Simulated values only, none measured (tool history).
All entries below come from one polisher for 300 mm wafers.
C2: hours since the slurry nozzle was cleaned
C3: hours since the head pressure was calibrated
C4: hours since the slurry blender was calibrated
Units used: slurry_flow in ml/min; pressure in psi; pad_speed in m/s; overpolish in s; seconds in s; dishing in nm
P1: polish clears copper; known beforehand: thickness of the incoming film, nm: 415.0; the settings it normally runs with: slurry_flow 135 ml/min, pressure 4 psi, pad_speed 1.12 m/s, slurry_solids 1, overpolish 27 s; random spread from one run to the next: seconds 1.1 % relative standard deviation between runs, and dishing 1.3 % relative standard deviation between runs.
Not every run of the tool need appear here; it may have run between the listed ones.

{"run": 1, "day": 0.338, "slurry_flow": 135, "pressure": 4, "pad_speed": 1.12, "slurry_solids": 1, "overpolish": 27, "wafers polished on this pad": 548, "C2": 270.5, "C3": 653.8, "C4": 288.5, "seconds": 107.55, "dishing": 51.322}
{"run": 2, "day": 0.583, "slurry_flow": 135, "pressure": 4, "pad_speed": 1.12, "slurry_solids": 0.65, "overpolish": 27, "wafers polished on this pad": 597, "C2": 276.4, "C3": 659.7, "C4": 294.4, "seconds": 118.5, "dishing": 48.276}
{"run": 3, "day": 0.958, "slurry_flow": 135, "pressure": 5.4, "pad_speed": 1.12, "slurry_solids": 1, "overpolish": 27, "wafers polished on this pad": 670, "C2": 285.4, "C3": 668.7, "C4": 303.4, "seconds": 80.678, "dishing": 59.696}
{"run": 4, "day": 1.25, "slurry_flow": 135, "pressure": 4, "pad_speed": 1.12, "slurry_solids": 1, "overpolish": 27, "wafers polished on this pad": 727, "C2": 292.4, "C3": 675.7, "C4": 310.4, "seconds": 109.08, "dishing": 51.099}
{"day": 1.467, "done": "slurry blender recalibrated"}
{"run": 5, "day": 1.562, "slurry_flow": 210, "pressure": 4, "pad_speed": 1.12, "slurry_solids": 1, "overpolish": 27, "wafers polished on this pad": 789, "C2": 299.9, "C3": 683.2, "C4": 2.3, "seconds": 100.42, "dishing": 52.351}
{"run": 6, "day": 1.788, "slurry_flow": 135, "pressure": 5.4, "pad_speed": 1.12, "slurry_solids": 1.25, "overpolish": 27, "wafers polished on this pad": 833, "C2": 305.3, "C3": 688.6, "C4": 7.7, "seconds": 75.312, "dishing": 61.632}
{"run": 7, "day": 2.125, "slurry_flow": 135, "pressure": 4, "pad_speed": 0.66, "slurry_solids": 1, "overpolish": 27, "wafers polished on this pad": 899, "C2": 313.4, "C3": 696.7, "C4": 15.8, "seconds": 177.96, "dishing": 35.227}
{"run": 8, "day": 2.425, "slurry_flow": 95, "pressure": 4, "pad_speed": 1.12, "slurry_solids": 1, "overpolish": 27, "wafers polished on this pad": 958, "C2": 320.6, "C3": 703.9, "C4": 23, "seconds": 116.41, "dishing": 48.129}
{"run": 9, "day": 2.725, "slurry_flow": 135, "pressure": 4, "pad_speed": 1.12, "slurry_solids": 1, "overpolish": 8, "wafers polished on this pad": 1017, "C2": 327.8, "C3": 711.1, "C4": 30.2, "seconds": 108.47, "dishing": 21.386}
{"run": 10, "day": 2.946, "slurry_flow": 135, "pressure": 4, "pad_speed": 1.12, "slurry_solids": 1.4, "overpolish": 27, "wafers polished on this pad": 1060, "C2": 333.1, "C3": 716.4, "C4": 35.5, "seconds": 100.36, "dishing": 53.398}
{"run": 11, "day": 3.342, "slurry_flow": 135, "pressure": 2.3, "pad_speed": 1.12, "slurry_solids": 1, "overpolish": 27, "wafers polished on this pad": 1137, "C2": 342.6, "C3": 725.9, "C4": 45, "seconds": 187.04, "dishing": 34.178}
{"run": 12, "day": 3.65, "slurry_flow": 135, "pressure": 4, "pad_speed": 1.78, "slurry_solids": 1, "overpolish": 27, "wafers polished on this pad": 1198, "C2": 350, "C3": 733.3, "C4": 52.4, "seconds": 67.757, "dishing": 61.441}
{"run": 13, "day": 3.892, "slurry_flow": 135, "pressure": 4, "pad_speed": 1.12, "slurry_solids": 1, "overpolish": 52, "wafers polished on this pad": 1245, "C2": 355.8, "C3": 739.1, "C4": 58.2, "seconds": 107.31, "dishing": 65.515}
{"run": 14, "day": 4.146, "slurry_flow": 135, "pressure": 4, "pad_speed": 1.12, "slurry_solids": 1, "overpolish": 27, "wafers polished on this pad": 1295, "C2": 361.9, "C3": 745.2, "C4": 64.3, "seconds": 108.38, "dishing": 51.396}
{"run": 15, "day": 4.408, "slurry_flow": 135, "pressure": 4, "pad_speed": 1.12, "slurry_solids": 1, "overpolish": 27, "wafers polished on this pad": 1347, "C2": 368.2, "C3": 751.5, "C4": 70.6, "seconds": 106.62, "dishing": 50.99}

Run 16, settings as shown, results not yet in. Your forecast:
{"run": 16, "day": 4.8, "slurry_flow": 135, "pressure": 4, "pad_speed": 1.12, "slurry_solids": 1, "overpolish": 27, "wafers polished on this pad": 1423, "C2": 377.6, "C3": 760.9, "C4": 80, "seconds": "?", "dishing": "?"}

{"run 16": {"seconds": 108.87, "dishing": 50.575}}
